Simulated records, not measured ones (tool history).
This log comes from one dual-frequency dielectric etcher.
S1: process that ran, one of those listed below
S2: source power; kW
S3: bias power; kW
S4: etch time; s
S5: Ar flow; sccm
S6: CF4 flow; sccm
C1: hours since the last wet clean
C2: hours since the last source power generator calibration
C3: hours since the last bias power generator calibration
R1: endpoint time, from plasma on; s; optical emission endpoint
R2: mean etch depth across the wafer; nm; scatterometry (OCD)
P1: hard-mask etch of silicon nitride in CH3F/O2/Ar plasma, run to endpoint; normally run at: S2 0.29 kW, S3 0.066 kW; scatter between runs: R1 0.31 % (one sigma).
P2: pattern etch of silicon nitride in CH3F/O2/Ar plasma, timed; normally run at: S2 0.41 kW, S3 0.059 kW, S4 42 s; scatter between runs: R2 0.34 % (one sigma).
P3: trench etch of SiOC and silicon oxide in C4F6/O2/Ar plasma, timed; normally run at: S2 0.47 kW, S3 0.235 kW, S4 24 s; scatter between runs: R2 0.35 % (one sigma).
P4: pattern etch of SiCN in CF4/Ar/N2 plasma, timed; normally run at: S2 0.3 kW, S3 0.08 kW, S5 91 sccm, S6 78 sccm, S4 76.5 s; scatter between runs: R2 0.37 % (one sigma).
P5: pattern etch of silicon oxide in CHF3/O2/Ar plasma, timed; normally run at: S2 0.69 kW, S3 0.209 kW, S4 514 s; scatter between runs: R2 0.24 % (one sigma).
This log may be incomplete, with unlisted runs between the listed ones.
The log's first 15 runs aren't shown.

run,hour,S1,S2,S3,S4,S5,S6,C1,C2,C3,R1,R2
16,118.1,P1,0.29,0.066,,,,172.2,75,2397.1,83.01,
17,122.8,P1,0.29,0.066,,,,176.9,79.7,2401.8,83.208,
18,130.7,P4,0.3,0.08,76.5,126,78,184.8,87.6,2409.7,,45.915
19,140.2,P3,0.47,0.286,24,,,194.3,97.1,2419.2,,59.742
20,147.2,P3,0.47,0.235,24,,,201.3,104.1,2426.2,,56.021
21,157.3,P2,0.41,0.059,42,,,211.4,114.2,2436.3,,27.618
22,165.6,P5,0.84,0.209,514,,,219.7,122.5,2444.6,,1226.8
23,170.8,P1,0.29,0.066,,,,224.9,127.7,2449.8,83.239,
24,179.8,P2,0.41,0.059,42,,,233.9,136.7,2458.8,,27.506
25,187.9,P1,0.39,0.066,,,,242,144.8,2466.9,74.235,
26,197.7,P4,0.3,0.08,76.5,91,78,251.8,154.6,2476.7,,47.653
27,208.2,P5,0.69,0.209,514,,,262.3,165.1,2487.2,,1131.4
28,216.4,P4,0.3,0.08,76.5,91,78,270.5,173.3,2495.4,,47.974
29,223.7,P4,0.3,0.104,76.5,91,78,277.8,180.6,2502.7,,52.869
30,231.6,P3,0.35,0.235,24,,,285.7,188.5,2510.6,,49.763
31,238.4,P4,0.3,0.08,76.5,91,54,292.5,195.3,2517.4,,45.953
32,248.2,P1,0.29,0.066,,,,302.3,205.1,2527.2,83.812,
33,257.9,P1,0.29,0.066,,,,312,214.8,2536.9,83.202,
34,263,P1,0.29,0.066,,,,317.1,219.9,2542,83.005,
35,272.9,P1,0.29,0.066,,,,327,229.8,2551.9,82.267,
36,282.7,P1,0.29,0.066,,,,336.8,239.6,2561.7,82.129,

Predict the results of run 37:
37,289.6,P1,0.29,0.066,,,,343.7,246.5,2568.6,?,

R1: 82.2 s
